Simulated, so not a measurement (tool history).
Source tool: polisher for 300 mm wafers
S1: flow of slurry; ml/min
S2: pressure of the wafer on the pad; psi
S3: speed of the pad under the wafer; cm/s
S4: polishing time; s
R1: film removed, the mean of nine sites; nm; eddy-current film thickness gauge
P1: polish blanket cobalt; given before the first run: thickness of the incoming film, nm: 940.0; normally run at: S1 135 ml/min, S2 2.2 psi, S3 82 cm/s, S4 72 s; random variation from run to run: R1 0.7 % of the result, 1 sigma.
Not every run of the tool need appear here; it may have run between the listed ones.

run   hour   S1   S2   S3   S4      R1
  1    6.8  135  2.2   82   72  272.00
  2   15.9   95  1.0   82   72  115.39
  3   25.5  135  2.2   36   72  120.64
      31.8  -- head pressure recalibrated
  4   37.1  135  2.2   82  111  420.35
  5   46.6  135  2.2  122   72  404.27
  6   59.0  135  2.2   82   51  195.60
  7   69.2  135  2.2   82   72  274.92
  8   81.6   80  2.2   82   72  241.01
  9   93.8  135  2.2   82   72  270.64
 10  104.3  135  2.2   82   72  271.97
 11  115.9  135  3.5   82   72  429.44
 12  128.8  200  2.2   82   72  291.75
 13  135.1  135  2.2   82   72  272.21
 14  143.6  100  1.1   82   72  127.55
 15  155.8  135  1.6   82   72  198.21
 16  165.1  135  2.2   82   72  273.58
 17  174.6  135  2.2   82   72  262.02
 18  183.2  135  2.2   82   72  261.83
 19  196.9  135  2.2   82   72  255.03
 20  205.6  135  2.2   82   72  253.34
 21  217.3  135  2.2   82   72  252.06
 22  229.5  135  2.2   82   72  250.08
     240.9  -- worn pad replaced by a new one
 23  241.2  135  2.2   82   72  252.21
 24  251.7  135  2.2   82   72  249.31
 25  265.7  135  2.2   82   72  250.12
 26  275.8  135  2.2   82   72  249.91
 27  288.6  135  2.2   82   72  249.37

P1 no longer gives what it gave before; its output has crept away from where it was. The following 2 causes, each at its listed size, fit the log equally well:
A: head's pressure below its setpoint, % = 9.06
B: slurry flow missing at the pad, % = 33.7
The creep began at about hour 165.1.
What rules out each remaining cause:
removal rate lost through wear of the pad, %: maintenance at hour 240.9, after the shift began, did not return the process to its former output

The check runs listed below each take one wafer, and their results are still question marks. Under which run would the listed causes lead to clearly different results?
check 1  301.4  135  1.6  106  72   ?
check 2  301.4   80  2.9   82  72   ?
check 3  301.4  135  3.4  112  72   ?
check 4  301.4  135  2.2   40  89   ?

Expected result of each check under each candidate cause:
  check  result    if A    if B
check 1      R1  233.32  233.32
check 2      R1  287.99  272.93
check 3      R1  523.87  523.87
check 4      R1  149.65  149.65
Gap, in per cent, between the two causes that each check separates least, read from the result that separates them most: check 1 0 %; check 2 5.37 %; check 3 0 %; check 4 0 %
Only check 2 tells the causes apart: in the others they would give nearly the same result.

Check 2 has now been run. It gave: R1 285.10 nm. Which of the candidate causes is it?

It was cause A: head's pressure below its setpoint, %.
